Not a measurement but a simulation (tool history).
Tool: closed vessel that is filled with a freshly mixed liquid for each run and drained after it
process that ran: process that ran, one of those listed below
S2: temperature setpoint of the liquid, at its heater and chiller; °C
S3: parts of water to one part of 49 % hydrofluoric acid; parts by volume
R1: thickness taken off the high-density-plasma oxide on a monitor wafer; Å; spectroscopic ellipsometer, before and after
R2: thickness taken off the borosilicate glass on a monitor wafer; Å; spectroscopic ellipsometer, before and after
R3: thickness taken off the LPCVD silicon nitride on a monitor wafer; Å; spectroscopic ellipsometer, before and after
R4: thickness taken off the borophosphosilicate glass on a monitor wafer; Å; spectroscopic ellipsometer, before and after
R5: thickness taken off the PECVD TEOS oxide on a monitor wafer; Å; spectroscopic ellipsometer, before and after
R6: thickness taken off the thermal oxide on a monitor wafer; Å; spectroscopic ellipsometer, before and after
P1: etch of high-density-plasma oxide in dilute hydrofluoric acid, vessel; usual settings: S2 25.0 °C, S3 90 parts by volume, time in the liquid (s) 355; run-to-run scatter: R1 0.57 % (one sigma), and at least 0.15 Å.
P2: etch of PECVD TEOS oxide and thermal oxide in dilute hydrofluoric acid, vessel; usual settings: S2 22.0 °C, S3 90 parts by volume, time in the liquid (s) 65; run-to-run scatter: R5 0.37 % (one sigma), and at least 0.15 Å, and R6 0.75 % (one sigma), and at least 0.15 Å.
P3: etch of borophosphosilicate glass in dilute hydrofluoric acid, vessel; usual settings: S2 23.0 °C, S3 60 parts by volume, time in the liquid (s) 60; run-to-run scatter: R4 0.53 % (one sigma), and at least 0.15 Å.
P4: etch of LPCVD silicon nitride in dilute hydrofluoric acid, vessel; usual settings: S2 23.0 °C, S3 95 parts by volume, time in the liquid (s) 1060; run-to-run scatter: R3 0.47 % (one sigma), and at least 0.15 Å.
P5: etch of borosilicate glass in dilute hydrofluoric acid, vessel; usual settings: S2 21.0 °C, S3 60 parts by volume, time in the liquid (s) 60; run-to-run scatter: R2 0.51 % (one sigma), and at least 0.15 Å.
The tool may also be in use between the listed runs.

Run 1, hour 5.6: process that ran P1, S2 25.0 °C, S3 90 parts by volume, time in the liquid (s) 355. Result: R1 213.570 Å.
Run 2, hour 10.3: process that ran P1, S2 25.0 °C, S3 90 parts by volume, time in the liquid (s) 355. Result: R1 211.740 Å.
Run 3, hour 16.9: process that ran P5, S2 29.0 °C, S3 60 parts by volume, time in the liquid (s) 60. Result: R2 636.99 Å.
Run 4, hour 23.7: process that ran P4, S2 31.0 °C, S3 95 parts by volume, time in the liquid (s) 1060. Result: R3 83.197 Å.
Run 5, hour 30.2: process that ran P3, S2 23.0 °C, S3 20 parts by volume, time in the liquid (s) 60. Result: R4 1644.30 Å.
Run 6, hour 36.8: process that ran P3, S2 23.0 °C, S3 60 parts by volume, time in the liquid (s) 30. Result: R4 258.99 Å.
Run 7, hour 43.3: process that ran P5, S2 21.0 °C, S3 60 parts by volume, time in the liquid (s) 60. Result: R2 458.89 Å.
Run 8, hour 46.7: process that ran P5, S2 21.0 °C, S3 90 parts by volume, time in the liquid (s) 60. Result: R2 296.46 Å.
Run 9, hour 50.9: process that ran P4, S2 23.0 °C, S3 95 parts by volume, time in the liquid (s) 2105. Result: R3 99.189 Å.
Run 10, hour 57.9: process that ran P2, S2 22.0 °C, S3 90 parts by volume, time in the liquid (s) 130. Result: R5 214.92 Å, R6 63.369 Å.
Run 11, hour 63.2: process that ran P1, S2 25.0 °C, S3 90 parts by volume, time in the liquid (s) 355. Result: R1 212.340 Å.
Run 12, hour 68.2: process that ran P4, S2 23.0 °C, S3 45 parts by volume, time in the liquid (s) 1060. Result: R3 104.190 Å.
Run 13, hour 74.5: process that ran P1, S2 18.5 °C, S3 90 parts by volume, time in the liquid (s) 80. Result: R1 36.665 Å.
Run 14, hour 78.1: process that ran P2, S2 27.5 °C, S3 90 parts by volume, time in the liquid (s) 65. Result: R5 134.27 Å, R6 39.579 Å.
Run 15, hour 84.6: process that ran P2, S2 22.0 °C, S3 30 parts by volume, time in the liquid (s) 65. Result: R5 344.43 Å, R6 103.650 Å.
Run 16, hour 89.8: process that ran P1, S2 25.0 °C, S3 90 parts by volume, time in the liquid (s) 80. Result: R1 48.075 Å.
Run 17, hour 95.2: process that ran P4, S2 23.0 °C, S3 95 parts by volume, time in the liquid (s) 1060. Result: R3 49.468 Å.
Run 18, hour 99.9: process that ran P1, S2 25.0 °C, S3 155 parts by volume, time in the liquid (s) 590. Result: R1 187.500 Å.
Run 19, hour 104.0: process that ran P1, S2 25.0 °C, S3 125 parts by volume, time in the liquid (s) 355. Result: R1 146.170 Å.
Run 20, hour 108.2: process that ran P3, S2 23.0 °C, S3 60 parts by volume, time in the liquid (s) 60. Result: R4 519.40 Å.
Run 21, hour 113.8: process that ran P1, S2 25.0 °C, S3 90 parts by volume, time in the liquid (s) 680. Result: R1 405.340 Å.
Run 22, hour 120.1: process that ran P5, S2 21.0 °C, S3 60 parts by volume, time in the liquid (s) 105. Result: R2 809.07 Å.
Run 23, hour 126.7: process that ran P5, S2 21.0 °C, S3 60 parts by volume, time in the liquid (s) 60. Result: R2 461.53 Å.
Run 24, hour 132.2: process that ran P1, S2 20.0 °C, S3 90 parts by volume, time in the liquid (s) 355. Result: R1 173.980 Å.
Run 25, hour 135.8: process that ran P2, S2 22.0 °C, S3 90 parts by volume, time in the liquid (s) 65. Result: R5 107.18 Å, R6 31.490 Å.
Run 26, hour 139.3: process that ran P1, S2 25.0 °C, S3 90 parts by volume, time in the liquid (s) 355. Result: R1 212.320 Å.
Run 27, hour 144.4: process that ran P2, S2 22.0 °C, S3 90 parts by volume, time in the liquid (s) 65. Result: R5 107.58 Å, R6 32.127 Å.
Run 28, hour 150.1: process that ran P1, S2 32.0 °C, S3 90 parts by volume, time in the liquid (s) 355. Result: R1 278.180 Å.
Run 29, hour 154.8: process that ran P1, S2 25.0 °C, S3 90 parts by volume, time in the liquid (s) 355. Result: R1 212.390 Å.
Run 30, hour 161.1: process that ran P1, S2 25.0 °C, S3 35 parts by volume, time in the liquid (s) 355. Result: R1 584.990 Å.
Run 31, hour 165.8: process that ran P3, S2 17.0 °C, S3 60 parts by volume, time in the liquid (s) 60. Result: R4 402.67 Å.
Run 32, hour 172.9: process that ran P4, S2 23.0 °C, S3 95 parts by volume, time in the liquid (s) 1060. Result: R3 49.321 Å.
Run 33, hour 176.4: process that ran P1, S2 25.0 °C, S3 90 parts by volume, time in the liquid (s) 355. Result: R1 214.420 Å.
Run 34, hour 181.3: process that ran P1, S2 25.0 °C, S3 90 parts by volume, time in the liquid (s) 355. Result: R1 206.030 Å.
Run 35, hour 186.3: process that ran P1, S2 25.0 °C, S3 90 parts by volume, time in the liquid (s) 355. Result: R1 201.130 Å.
Run 36, hour 190.0: process that ran P1, S2 25.0 °C, S3 90 parts by volume, time in the liquid (s) 355. Result: R1 200.270 Å.
Run 37, hour 193.2: process that ran P1, S2 25.0 °C, S3 90 parts by volume, time in the liquid (s) 355. Result: R1 199.830 Å.
Run 38, hour 198.5: process that ran P1, S2 25.0 °C, S3 90 parts by volume, time in the liquid (s) 355. Result: R1 197.930 Å.
Run 39, hour 201.6: process that ran P1, S2 25.0 °C, S3 90 parts by volume, time in the liquid (s) 355. Result: R1 200.170 Å.

What P1 gives has crept away from where it was. These 2 causes fit the log equally well, each at the size given:
A: hydrofluoric acid flow below the setpoint (%) = 5.36
B: liquid colder than its thermometer reads (K) = 1.55
The creep began at about hour 176.4.

4 check runs are offered, one wafer each, their results left as question marks. Which one tells the causes apart?
Run check 1, hour 204.7: process that ran P5, S2 29.0 °C, S3 80 parts by volume, time in the liquid (s) 60. Result: R2 ?.
Run check 2, hour 204.7: process that ran P2, S2 27.0 °C, S3 90 parts by volume, time in the liquid (s) 65. Result: R5 ?, R6 ?.
Run check 3, hour 204.7: process that ran P3, S2 18.0 °C, S3 60 parts by volume, time in the liquid (s) 40. Result: R4 ?.
Run check 4, hour 204.7: process that ran P4, S2 31.0 °C, S3 95 parts by volume, time in the liquid (s) 1980. Result: R3 ?.

What each check would give under each cause:
  check  result     if A     if B
check 1      R2   435.53   436.15
check 2      R5   123.01   123.17
check 2      R6   36.454   36.501
check 3      R4   264.11   262.03
check 4      R3  147.420  141.390
How far apart the two closest causes lie, in the result that separates them most: check 1 0.14 %; check 2 0.13 %; check 3 0.79 %; check 4 4.18 %
Only check 4 tells the causes apart: in the others they would give nearly the same result.

Then check 4 was run and gave: R3 148.170 Å. Which cause is it?

It is A: hydrofluoric acid flow below the setpoint (%).
